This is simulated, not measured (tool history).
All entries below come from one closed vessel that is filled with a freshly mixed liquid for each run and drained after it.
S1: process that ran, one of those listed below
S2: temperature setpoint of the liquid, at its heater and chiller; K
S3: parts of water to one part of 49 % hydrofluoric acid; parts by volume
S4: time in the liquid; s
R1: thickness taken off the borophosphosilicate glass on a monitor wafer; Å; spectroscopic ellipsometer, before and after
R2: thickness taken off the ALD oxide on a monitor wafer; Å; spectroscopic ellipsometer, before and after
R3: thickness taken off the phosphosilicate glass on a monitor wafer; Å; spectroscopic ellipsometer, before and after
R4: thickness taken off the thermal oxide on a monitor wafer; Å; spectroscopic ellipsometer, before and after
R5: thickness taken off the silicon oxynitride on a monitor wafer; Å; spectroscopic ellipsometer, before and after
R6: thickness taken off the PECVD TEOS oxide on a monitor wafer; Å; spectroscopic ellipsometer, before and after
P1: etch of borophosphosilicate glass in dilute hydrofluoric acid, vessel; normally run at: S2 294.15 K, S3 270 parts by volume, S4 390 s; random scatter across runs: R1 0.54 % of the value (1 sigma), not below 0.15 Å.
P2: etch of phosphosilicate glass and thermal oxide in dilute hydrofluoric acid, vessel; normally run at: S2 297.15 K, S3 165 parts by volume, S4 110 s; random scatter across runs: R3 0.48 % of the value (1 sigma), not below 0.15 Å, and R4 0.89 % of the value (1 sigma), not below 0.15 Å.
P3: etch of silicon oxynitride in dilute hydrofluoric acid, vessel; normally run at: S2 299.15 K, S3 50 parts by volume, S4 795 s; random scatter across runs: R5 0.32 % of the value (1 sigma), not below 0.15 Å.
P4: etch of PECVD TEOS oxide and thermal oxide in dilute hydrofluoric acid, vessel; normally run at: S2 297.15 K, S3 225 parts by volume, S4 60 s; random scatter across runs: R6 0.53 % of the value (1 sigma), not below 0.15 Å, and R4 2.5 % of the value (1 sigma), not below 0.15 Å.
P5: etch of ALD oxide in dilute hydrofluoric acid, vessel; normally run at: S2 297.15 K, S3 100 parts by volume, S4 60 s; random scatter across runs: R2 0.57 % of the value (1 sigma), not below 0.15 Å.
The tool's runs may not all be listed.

Run 1, day 0.358: S1 P1, S2 294.15 K, S3 270 parts by volume, S4 390 s. Result: R1 537.33 Å.
Run 2, day 0.762: S1 P1, S2 297.65 K, S3 270 parts by volume, S4 675 s. Result: R1 1072.30 Å.
Run 3, day 1.054: S1 P5, S2 305.15 K, S3 100 parts by volume, S4 60 s. Result: R2 105.950 Å.
Run 4, day 1.375: S1 P5, S2 297.15 K, S3 100 parts by volume, S4 30 s. Result: R2 39.021 Å.
Run 5, day 1.662: S1 P5, S2 297.15 K, S3 145 parts by volume, S4 60 s. Result: R2 52.021 Å.
Run 6, day 1.983: S1 P1, S2 294.15 K, S3 270 parts by volume, S4 215 s. Result: R1 300.70 Å.
Run 7, day 2.196: S1 P2, S2 297.15 K, S3 165 parts by volume, S4 210 s. Result: R3 1073.20 Å, R4 58.123 Å.
Run 8, day 2.438: S1 P1, S2 294.15 K, S3 130 parts by volume, S4 390 s. Result: R1 1294.40 Å.
Run 9, day 2.667: S1 P3, S2 299.15 K, S3 50 parts by volume, S4 155 s. Result: R5 98.648 Å.
Run 10, day 3.008: S1 P1, S2 294.15 K, S3 375 parts by volume, S4 115 s. Result: R1 105.56 Å.
Run 11, day 3.267: S1 P3, S2 299.15 K, S3 85 parts by volume, S4 795 s. Result: R5 289.160 Å.
Run 12, day 3.567: S1 P5, S2 297.15 K, S3 100 parts by volume, S4 60 s. Result: R2 78.013 Å.
Run 13, day 3.967: S1 P1, S2 294.15 K, S3 270 parts by volume, S4 390 s. Result: R1 546.61 Å.
Run 14, day 4.375: S1 P4, S2 297.15 K, S3 45 parts by volume, S4 60 s. Result: R4 62.658 Å, R6 411.070 Å.
Run 15, day 4.554: S1 P1, S2 294.15 K, S3 270 parts by volume, S4 690 s. Result: R1 962.51 Å.
Run 16, day 4.754: S1 P5, S2 297.15 K, S3 100 parts by volume, S4 60 s. Result: R2 78.514 Å.
Run 17, day 5.162: S1 P1, S2 294.15 K, S3 270 parts by volume, S4 390 s. Result: R1 537.81 Å.
Run 18, day 5.446: S1 P4, S2 302.15 K, S3 225 parts by volume, S4 60 s. Result: R4 12.332 Å, R6 78.319 Å.
Run 19, day 5.662: S1 P4, S2 297.15 K, S3 225 parts by volume, S4 95 s. Result: R4 16.210 Å, R6 104.520 Å.
Run 20, day 5.971: S1 P2, S2 297.15 K, S3 165 parts by volume, S4 110 s. Result: R3 562.81 Å, R4 30.360 Å.
Run 21, day 6.279: S1 P4, S2 297.15 K, S3 225 parts by volume, S4 60 s. Result: R4 10.324 Å, R6 65.593 Å.
Run 22, day 6.583: S1 P1, S2 290.15 K, S3 270 parts by volume, S4 390 s. Result: R1 465.98 Å.
Run 23, day 6.825: S1 P2, S2 301.65 K, S3 165 parts by volume, S4 110 s. Result: R3 668.03 Å, R4 36.025 Å.
Run 24, day 7.117: S1 P1, S2 294.15 K, S3 270 parts by volume, S4 390 s. Result: R1 540.90 Å.
Run 25, day 7.471: S1 P1, S2 294.15 K, S3 400 parts by volume, S4 390 s. Result: R1 323.84 Å.
Run 26, day 7.808: S1 P3, S2 299.15 K, S3 50 parts by volume, S4 795 s. Result: R5 504.720 Å.
Run 27, day 8.196: S1 P1, S2 301.15 K, S3 270 parts by volume, S4 390 s. Result: R1 691.23 Å.
Run 28, day 8.400: S1 P1, S2 290.15 K, S3 270 parts by volume, S4 645 s. Result: R1 763.24 Å.
Run 29, day 8.692: S1 P3, S2 307.15 K, S3 50 parts by volume, S4 795 s. Result: R5 738.340 Å.
Run 30, day 9.054: S1 P2, S2 297.15 K, S3 285 parts by volume, S4 110 s. Result: R3 286.26 Å, R4 15.819 Å.
Run 31, day 9.279: S1 P4, S2 297.15 K, S3 225 parts by volume, S4 60 s. Result: R4 10.190 Å, R6 65.841 Å.
Run 32, day 9.617: S1 P1, S2 294.15 K, S3 270 parts by volume, S4 390 s. Result: R1 542.20 Å.
Run 33, day 9.846: S1 P2, S2 297.15 K, S3 165 parts by volume, S4 110 s. Result: R3 565.53 Å, R4 30.123 Å.
Run 34, day 10.083: S1 P1, S2 294.15 K, S3 270 parts by volume, S4 390 s. Result: R1 541.35 Å.
Run 35, day 10.354: S1 P1, S2 294.15 K, S3 270 parts by volume, S4 390 s. Result: R1 561.72 Å.
Run 36, day 10.633: S1 P1, S2 294.15 K, S3 270 parts by volume, S4 390 s. Result: R1 564.81 Å.
Run 37, day 10.833: S1 P1, S2 294.15 K, S3 270 parts by volume, S4 390 s. Result: R1 569.90 Å.
Run 38, day 11.133: S1 P1, S2 294.15 K, S3 270 parts by volume, S4 390 s. Result: R1 578.65 Å.
Run 39, day 11.367: S1 P1, S2 294.15 K, S3 270 parts by volume, S4 390 s. Result: R1 583.20 Å.
Run 40, day 11.571: S1 P1, S2 294.15 K, S3 270 parts by volume, S4 390 s. Result: R1 581.13 Å.
Run 41, day 11.829: S1 P1, S2 294.15 K, S3 270 parts by volume, S4 390 s. Result: R1 579.04 Å.
Run 42, day 12.221: S1 P1, S2 294.15 K, S3 270 parts by volume, S4 390 s. Result: R1 582.60 Å.
Run 43, day 12.583: S1 P1, S2 294.15 K, S3 270 parts by volume, S4 390 s. Result: R1 587.40 Å.
Run 44, day 12.942: S1 P1, S2 294.15 K, S3 270 parts by volume, S4 390 s. Result: R1 586.12 Å.
Run 45, day 13.279: S1 P1, S2 294.15 K, S3 270 parts by volume, S4 390 s. Result: R1 586.07 Å.

P1 no longer gives what it gave before; its output has crept away from where it was. The following 2 causes, each at its listed size, fit the log equally well:
A: hydrofluoric acid flow above the setpoint (%) = 6.8
B: liquid hotter than its thermometer reads (K) = 2.27
The drift started at roughly day 10.083.

Question marks stand in for the results of the 4 check runs listed below, each run on one wafer. Under which run would the listed causes show clearly different results?
Run check 1, day 13.617: S1 P2, S2 297.15 K, S3 230 parts by volume, S4 110 s. Result: R3 ?, R4 ?.
Run check 2, day 13.617: S1 P3, S2 299.15 K, S3 80 parts by volume, S4 795 s. Result: R5 ?.
Run check 3, day 13.617: S1 P5, S2 305.15 K, S3 130 parts by volume, S4 60 s. Result: R2 ?.
Run check 4, day 13.617: S1 P4, S2 300.65 K, S3 225 parts by volume, S4 60 s. Result: R4 ?, R6 ?.

If the cause were each of the candidates in turn, the checks would give the following:
  check  result     if A     if B
check 1      R3   408.29   408.33
check 1      R4   21.887   21.889
check 2      R5  330.130  342.040
check 3      R2   84.523   84.762
check 4      R4   12.795   12.746
check 4      R6   81.178   80.864
Smallest distance between any two causes, each pair judged by its most separating result, in per cent: check 1 0.01 %; check 2 3.54 %; check 3 0.28 %; check 4 0.39 %
Of the check runs offered, only check 2 discriminates between the causes; the rest would read about the same regardless of which cause applies.

The results of check 2 are: R5 340.110 Å. Based on these, which of the listed causes is it?

It was cause B: liquid hotter than its thermometer reads (K).
